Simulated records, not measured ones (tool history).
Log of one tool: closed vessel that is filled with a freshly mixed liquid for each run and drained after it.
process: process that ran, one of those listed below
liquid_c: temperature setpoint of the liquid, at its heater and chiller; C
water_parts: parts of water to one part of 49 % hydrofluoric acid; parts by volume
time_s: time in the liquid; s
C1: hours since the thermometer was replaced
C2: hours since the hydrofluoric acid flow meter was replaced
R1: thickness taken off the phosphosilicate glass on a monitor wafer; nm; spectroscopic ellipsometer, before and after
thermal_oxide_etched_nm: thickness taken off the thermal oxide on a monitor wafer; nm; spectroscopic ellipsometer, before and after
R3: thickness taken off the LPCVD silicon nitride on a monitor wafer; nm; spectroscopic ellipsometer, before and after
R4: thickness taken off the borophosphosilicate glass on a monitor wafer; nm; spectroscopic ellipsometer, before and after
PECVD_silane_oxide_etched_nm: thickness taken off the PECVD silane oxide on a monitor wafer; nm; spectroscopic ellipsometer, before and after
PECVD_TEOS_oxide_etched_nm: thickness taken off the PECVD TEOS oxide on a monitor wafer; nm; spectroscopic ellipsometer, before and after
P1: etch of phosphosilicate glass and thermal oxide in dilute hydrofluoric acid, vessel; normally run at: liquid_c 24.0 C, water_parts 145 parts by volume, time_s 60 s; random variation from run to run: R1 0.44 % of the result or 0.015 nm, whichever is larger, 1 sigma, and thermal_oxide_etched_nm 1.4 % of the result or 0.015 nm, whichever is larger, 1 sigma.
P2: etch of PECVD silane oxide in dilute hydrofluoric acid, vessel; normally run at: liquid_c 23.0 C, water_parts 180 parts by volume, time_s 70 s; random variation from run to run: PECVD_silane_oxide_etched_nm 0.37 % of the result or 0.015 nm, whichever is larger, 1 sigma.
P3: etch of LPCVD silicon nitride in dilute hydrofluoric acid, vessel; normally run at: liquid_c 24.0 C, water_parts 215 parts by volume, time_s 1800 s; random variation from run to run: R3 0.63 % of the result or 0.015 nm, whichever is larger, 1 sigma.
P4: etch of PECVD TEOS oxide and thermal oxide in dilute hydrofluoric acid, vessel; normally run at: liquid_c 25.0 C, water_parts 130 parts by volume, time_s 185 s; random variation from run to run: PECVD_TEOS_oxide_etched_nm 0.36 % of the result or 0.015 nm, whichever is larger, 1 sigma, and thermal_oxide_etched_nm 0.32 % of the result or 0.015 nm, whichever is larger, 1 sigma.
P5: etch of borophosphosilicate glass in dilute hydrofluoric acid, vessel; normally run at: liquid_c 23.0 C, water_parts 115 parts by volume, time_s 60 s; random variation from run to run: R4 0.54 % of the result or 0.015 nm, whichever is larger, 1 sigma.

Run 1, day 0.421: process P1, liquid_c 24.0 C, water_parts 145 parts by volume, time_s 60 s; C1 1097.2; C2 301.2. Result: R1 29.175 nm, thermal_oxide_etched_nm 1.83900 nm.
Run 2, day 0.758: process P3, liquid_c 24.0 C, water_parts 110 parts by volume, time_s 1800 s; C1 1105.3; C2 309.3. Result: R3 7.9431 nm.
Run 3, day 1.158: process P1, liquid_c 24.0 C, water_parts 80 parts by volume, time_s 60 s; C1 1114.9; C2 318.9. Result: R1 57.379 nm, thermal_oxide_etched_nm 3.81040 nm.
Run 4, day 1.458: process P3, liquid_c 24.0 C, water_parts 215 parts by volume, time_s 805 s; C1 1122.1; C2 326.1. Result: R3 1.8395 nm.
Run 5, day 1.671: process P5, liquid_c 23.0 C, water_parts 190 parts by volume, time_s 60 s; C1 1127.2; C2 331.2. Result: R4 22.186 nm.
Run 6, day 1.988: process P1, liquid_c 24.0 C, water_parts 145 parts by volume, time_s 60 s; C1 1134.8; C2 338.8. Result: R1 29.350 nm, thermal_oxide_etched_nm 1.91100 nm.
Run 7, day 2.267: process P1, liquid_c 24.0 C, water_parts 145 parts by volume, time_s 30 s; C1 1141.5; C2 345.5. Result: R1 14.619 nm, thermal_oxide_etched_nm 0.93687 nm.
Run 8, day 2.588: process P2, liquid_c 17.0 C, water_parts 180 parts by volume, time_s 70 s; C1 1149.2; C2 353.2. Result: PECVD_silane_oxide_etched_nm 10.0890 nm.
Run 9, day 2.904: process P2, liquid_c 23.0 C, water_parts 180 parts by volume, time_s 30 s; C1 1156.8; C2 360.8. Result: PECVD_silane_oxide_etched_nm 5.4812 nm.
Run 10, day 3.133: process P3, liquid_c 24.0 C, water_parts 215 parts by volume, time_s 1800 s; C1 1162.3; C2 366.3. Result: R3 4.0863 nm.
At day 3.238: thermometer replaced.
Run 11, day 3.408: process P4, liquid_c 25.0 C, water_parts 130 parts by volume, time_s 185 s; C1 4.1; C2 372.9. Result: thermal_oxide_etched_nm 6.34030 nm, PECVD_TEOS_oxide_etched_nm 38.642 nm.
Run 12, day 3.746: process P1, liquid_c 24.0 C, water_parts 145 parts by volume, time_s 60 s; C1 12.2; C2 381.0. Result: R1 29.165 nm, thermal_oxide_etched_nm 1.96730 nm.
Run 13, day 3.950: process P1, liquid_c 24.0 C, water_parts 145 parts by volume, time_s 60 s; C1 17.1; C2 385.9. Result: R1 29.192 nm, thermal_oxide_etched_nm 1.91190 nm.
Run 14, day 4.321: process P1, liquid_c 18.0 C, water_parts 145 parts by volume, time_s 60 s; C1 26.0; C2 394.8. Result: R1 22.990 nm, thermal_oxide_etched_nm 1.50870 nm.
Run 15, day 4.592: process P2, liquid_c 23.0 C, water_parts 260 parts by volume, time_s 70 s; C1 32.5; C2 401.3. Result: PECVD_silane_oxide_etched_nm 8.1458 nm.
Run 16, day 4.892: process P1, liquid_c 27.5 C, water_parts 145 parts by volume, time_s 60 s; C1 39.7; C2 408.5. Result: R1 33.360 nm, thermal_oxide_etched_nm 2.19040 nm.
Run 17, day 5.308: process P4, liquid_c 18.5 C, water_parts 130 parts by volume, time_s 185 s; C1 49.7; C2 418.5. Result: thermal_oxide_etched_nm 4.90580 nm, PECVD_TEOS_oxide_etched_nm 29.806 nm.
Run 18, day 5.617: process P4, liquid_c 25.0 C, water_parts 205 parts by volume, time_s 185 s; C1 57.1; C2 425.9. Result: thermal_oxide_etched_nm 3.69120 nm, PECVD_TEOS_oxide_etched_nm 22.485 nm.
Run 19, day 6.033: process P5, liquid_c 23.0 C, water_parts 115 parts by volume, time_s 60 s; C1 67.1; C2 435.9. Result: R4 39.898 nm.
Run 20, day 6.408: process P1, liquid_c 20.0 C, water_parts 215 parts by volume, time_s 60 s; C1 76.1; C2 444.9. Result: R1 15.760 nm, thermal_oxide_etched_nm 1.05290 nm.
Run 21, day 6.733: process P5, liquid_c 23.0 C, water_parts 115 parts by volume, time_s 60 s; C1 83.9; C2 452.7. Result: R4 40.182 nm.
Run 22, day 7.029: process P3, liquid_c 19.0 C, water_parts 215 parts by volume, time_s 1800 s; C1 91.0; C2 459.8. Result: R3 2.9990 nm.
Run 23, day 7.425: process P1, liquid_c 24.0 C, water_parts 90 parts by volume, time_s 30 s; C1 100.5; C2 469.3. Result: R1 25.128 nm, thermal_oxide_etched_nm 1.61190 nm.
Run 24, day 7.696: process P2, liquid_c 23.0 C, water_parts 180 parts by volume, time_s 70 s; C1 107.0; C2 475.8. Result: PECVD_silane_oxide_etched_nm 12.7760 nm.
Run 25, day 8.042: process P3, liquid_c 24.0 C, water_parts 215 parts by volume, time_s 1800 s; C1 115.3; C2 484.1. Result: R3 4.0549 nm.
Run 26, day 8.275: process P4, liquid_c 25.0 C, water_parts 130 parts by volume, time_s 275 s; C1 120.9; C2 489.7. Result: thermal_oxide_etched_nm 9.43310 nm, PECVD_TEOS_oxide_etched_nm 57.795 nm.
Run 27, day 8.529: process P1, liquid_c 24.0 C, water_parts 235 parts by volume, time_s 60 s; C1 127.0; C2 495.8. Result: R1 16.323 nm, thermal_oxide_etched_nm 1.05330 nm.
Run 28, day 8.912: process P4, liquid_c 25.0 C, water_parts 130 parts by volume, time_s 185 s; C1 136.2; C2 505.0. Result: thermal_oxide_etched_nm 6.33710 nm, PECVD_TEOS_oxide_etched_nm 38.692 nm.
Run 29, day 9.146: process P1, liquid_c 17.0 C, water_parts 215 parts by volume, time_s 60 s; C1 141.8; C2 510.6. Result: R1 14.050 nm, thermal_oxide_etched_nm 0.92411 nm.
Run 30, day 9.525: process P1, liquid_c 24.0 C, water_parts 145 parts by volume, time_s 115 s; C1 150.9; C2 519.7. Result: R1 56.006 nm, thermal_oxide_etched_nm 3.68660 nm.
Run 31, day 9.838: process P5, liquid_c 23.0 C, water_parts 115 parts by volume, time_s 30 s; C1 158.4; C2 527.2. Result: R4 19.951 nm.
Run 32, day 10.183: process P1, liquid_c 24.0 C, water_parts 145 parts by volume, time_s 60 s; C1 166.7; C2 535.5. Result: R1 29.041 nm, thermal_oxide_etched_nm 1.89910 nm.
Run 33, day 10.512: process P5, liquid_c 18.0 C, water_parts 115 parts by volume, time_s 60 s; C1 174.6; C2 543.4. Result: R4 32.197 nm.
Run 34, day 10.933: process P1, liquid_c 24.0 C, water_parts 145 parts by volume, time_s 60 s; C1 184.7; C2 553.5. Result: R1 29.396 nm, thermal_oxide_etched_nm 1.93560 nm.
Run 35, day 11.346: process P1, liquid_c 24.0 C, water_parts 145 parts by volume, time_s 60 s; C1 194.6; C2 563.4. Result: R1 29.959 nm, thermal_oxide_etched_nm 1.92060 nm.
Run 36, day 11.600: process P1, liquid_c 24.0 C, water_parts 145 parts by volume, time_s 60 s; C1 200.7; C2 569.5. Result: R1 30.359 nm, thermal_oxide_etched_nm 2.01420 nm.
Run 37, day 11.908: process P1, liquid_c 24.0 C, water_parts 145 parts by volume, time_s 60 s; C1 208.1; C2 576.9. Result: R1 30.585 nm, thermal_oxide_etched_nm 2.01740 nm.
Run 38, day 12.262: process P1, liquid_c 24.0 C, water_parts 145 parts by volume, time_s 60 s; C1 216.6; C2 585.4. Result: R1 30.954 nm, thermal_oxide_etched_nm 1.97840 nm.
Run 39, day 12.696: process P1, liquid_c 24.0 C, water_parts 145 parts by volume, time_s 60 s; C1 227.0; C2 595.8. Result: R1 30.970 nm, thermal_oxide_etched_nm 2.03220 nm.
Run 40, day 12.975: process P1, liquid_c 24.0 C, water_parts 145 parts by volume, time_s 60 s; C1 233.7; C2 602.5. Result: R1 31.205 nm, thermal_oxide_etched_nm 2.01490 nm.
Run 41, day 13.175: process P1, liquid_c 24.0 C, water_parts 145 parts by volume, time_s 60 s; C1 238.5; C2 607.3. Result: R1 31.047 nm, thermal_oxide_etched_nm 2.04370 nm.
Run 42, day 13.483: process P1, liquid_c 24.0 C, water_parts 145 parts by volume, time_s 60 s; C1 245.9; C2 614.7. Result: R1 31.309 nm, thermal_oxide_etched_nm 2.03720 nm.
Run 43, day 13.904: process P1, liquid_c 24.0 C, water_parts 145 parts by volume, time_s 60 s; C1 256.0; C2 624.8. Result: R1 31.350 nm, thermal_oxide_etched_nm 2.02880 nm.
Run 44, day 14.217: process P1, liquid_c 24.0 C, water_parts 145 parts by volume, time_s 60 s; C1 263.5; C2 632.3. Result: R1 31.077 nm, thermal_oxide_etched_nm 2.04720 nm.

What P1 gives has crept away from where it was. These 2 causes fit the log equally well, each at the size given:
A: hydrofluoric acid flow above the setpoint (%) = 6.02
B: liquid hotter than its thermometer reads (K) = 1.79
The creep began at about day 10.933.

4 check runs are offered, one wafer each, their results left as question marks. Which one tells the causes apart?
Run check 1, day 14.529: process P3, liquid_c 24.0 C, water_parts 130 parts by volume, time_s 1800 s. Result: R3 ?.
Run check 2, day 14.529: process P4, liquid_c 20.5 C, water_parts 130 parts by volume, time_s 270 s. Result: thermal_oxide_etched_nm ?, PECVD_TEOS_oxide_etched_nm ?.
Run check 3, day 14.529: process P2, liquid_c 17.0 C, water_parts 180 parts by volume, time_s 30 s. Result: PECVD_silane_oxide_etched_nm ?.
Run check 4, day 14.529: process P5, liquid_c 18.0 C, water_parts 115 parts by volume, time_s 60 s. Result: R4 ?.

What each check would give under each cause:
  check                        result     if A     if B
check 1                            R3   7.1469   7.5720
check 2       thermal_oxide_etched_nm  8.26920  8.30820
check 2    PECVD_TEOS_oxide_etched_nm   50.641   50.879
check 3  PECVD_silane_oxide_etched_nm   4.6428   4.6587
check 4                            R4   34.822   35.111
How far apart the two closest causes lie, in the result that separates them most: check 1 5.78 %; check 2 0.47 %; check 3 0.34 %; check 4 0.83 %
Only check 1 tells the causes apart: in the others they would give nearly the same result.

Then check 1 was run and gave: R3 7.5428 nm. Which cause is it?

It is B: liquid hotter than its thermometer reads (K).

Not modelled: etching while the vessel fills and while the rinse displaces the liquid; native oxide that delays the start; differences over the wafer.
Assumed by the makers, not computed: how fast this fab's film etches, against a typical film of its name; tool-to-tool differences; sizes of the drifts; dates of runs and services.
